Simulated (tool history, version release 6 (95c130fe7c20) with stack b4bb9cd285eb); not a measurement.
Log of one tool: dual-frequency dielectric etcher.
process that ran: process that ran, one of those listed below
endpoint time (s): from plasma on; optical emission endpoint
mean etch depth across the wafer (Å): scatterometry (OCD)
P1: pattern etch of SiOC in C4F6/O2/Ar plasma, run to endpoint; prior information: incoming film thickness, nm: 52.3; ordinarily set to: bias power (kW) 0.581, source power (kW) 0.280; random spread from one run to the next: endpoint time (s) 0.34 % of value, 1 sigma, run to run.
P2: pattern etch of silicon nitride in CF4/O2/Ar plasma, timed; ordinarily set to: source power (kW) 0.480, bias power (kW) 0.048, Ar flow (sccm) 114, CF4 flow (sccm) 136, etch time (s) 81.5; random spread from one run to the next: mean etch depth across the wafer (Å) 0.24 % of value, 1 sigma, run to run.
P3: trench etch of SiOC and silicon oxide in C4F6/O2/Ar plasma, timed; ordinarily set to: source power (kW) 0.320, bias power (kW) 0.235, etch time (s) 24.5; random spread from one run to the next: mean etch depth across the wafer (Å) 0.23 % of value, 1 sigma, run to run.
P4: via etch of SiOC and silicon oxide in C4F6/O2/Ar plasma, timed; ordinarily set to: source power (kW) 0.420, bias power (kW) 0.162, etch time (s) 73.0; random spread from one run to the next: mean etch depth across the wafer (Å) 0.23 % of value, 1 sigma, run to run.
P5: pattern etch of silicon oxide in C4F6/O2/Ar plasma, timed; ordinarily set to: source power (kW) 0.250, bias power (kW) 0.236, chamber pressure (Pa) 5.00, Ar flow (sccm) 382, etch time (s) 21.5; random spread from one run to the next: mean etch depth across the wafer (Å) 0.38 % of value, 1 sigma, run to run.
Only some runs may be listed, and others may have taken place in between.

run    day  process that ran  bias power (kW)  source power (kW)  etch time (s)  chamber pressure (Pa)  Ar flow (sccm)  CF4 flow (sccm)  hours since the last wet clean  hours since the last bias power generator calibration  hours since the last source power generator calibration  endpoint time (s)  mean etch depth across the wafer (Å)
  1  0.262                P1            0.581              0.280                                                                                                  119.4                                                  823.6                                                   1124.4             18.866
  2  0.450                P4            0.162              0.520           73.0                                                                                   123.9                                                  828.1                                                   1128.9                                                   869.97
  3  0.721                P5            0.161              0.250           21.5                   5.00             382                                            130.4                                                  834.6                                                   1135.4                                                   497.14
  4  1.033                P2            0.048              0.480           81.5                                     80              136                           137.9                                                  842.1                                                   1142.9                                                  1620.90
  5  1.229                P5            0.236              0.250           14.5                   5.00             382                                            142.6                                                  846.8                                                   1147.6                                                   381.21
  6  1.646                P1            0.581              0.280                                                                                                  152.6                                                  856.8                                                   1157.6             18.826
  7  1.904                P4            0.199              0.420           73.0                                                                                   158.8                                                  863.0                                                   1163.8                                                   852.22
  8  2.304                P1            0.722              0.280                                                                                                  168.4                                                  872.6                                                   1173.4             17.298
  9  2.621                P4            0.162              0.420           73.0                                                                                   176.0                                                  880.2                                                   1181.0                                                   804.03
 10  3.012                P5            0.236              0.310           21.5                   5.00             382                                            185.4                                                  889.6                                                   1190.4                                                   613.62
 11  3.279                P1            0.581              0.280                                                                                                  191.8                                                  896.0                                                   1196.8             18.903
 12  3.471                P5            0.236              0.250           21.5                   5.00             382                                            196.4                                                  900.6                                                   1201.4                                                   568.05
 13  3.738                P3            0.235              0.220           24.5                                                                                   202.8                                                  907.0                                                   1207.8                                                   434.24
 14  4.129                P1            0.581              0.220                                                                                                  212.2                                                  916.4                                                   1217.2             20.820
 15  4.371                P2            0.048              0.480           81.5                                    114              181                           218.0                                                  922.2                                                   1223.0                                                  1609.30
 16  4.742                P1            0.581              0.280                                                                                                  226.9                                                  931.1                                                   1231.9             18.969
 17  5.138                P3            0.235              0.320           24.5                                                                                   236.4                                                  940.6                                                   1241.4                                                   498.52
 18  5.338                P3            0.183              0.320           24.5                                                                                   241.2                                                  945.4                                                   1246.2                                                   458.78
 19  5.621                P2            0.048              0.480           81.5                                    114              136                           248.0                                                  952.2                                                   1253.0                                                  1560.50
 20  5.862                P3            0.235              0.320           17.0                                                                                   253.8                                                  958.0                                                   1258.8                                                   345.87
 21  6.088                P1            0.581              0.350                                                                                                  259.2                                                  963.4                                                   1264.2             17.495
 22  6.317                P1            0.444              0.180                                                                                                  264.7                                                  968.9                                                   1269.7             24.672
 23  6.504                P2            0.067              0.480           81.5                                    114              136                           269.2                                                  973.4                                                   1274.2                                                  1766.50
 24  6.800                P5            0.236              0.250           21.5                   7.00             382                                            276.3                                                  980.5                                                   1281.3                                                   544.09

Expected results for the next run?
 25  7.167                P4            0.162              0.420           73.0                                                                                   285.1                                                  989.3                                                   1290.1                                                        ?

Run 25 yielded mean etch depth across the wafer (Å) 803.90.
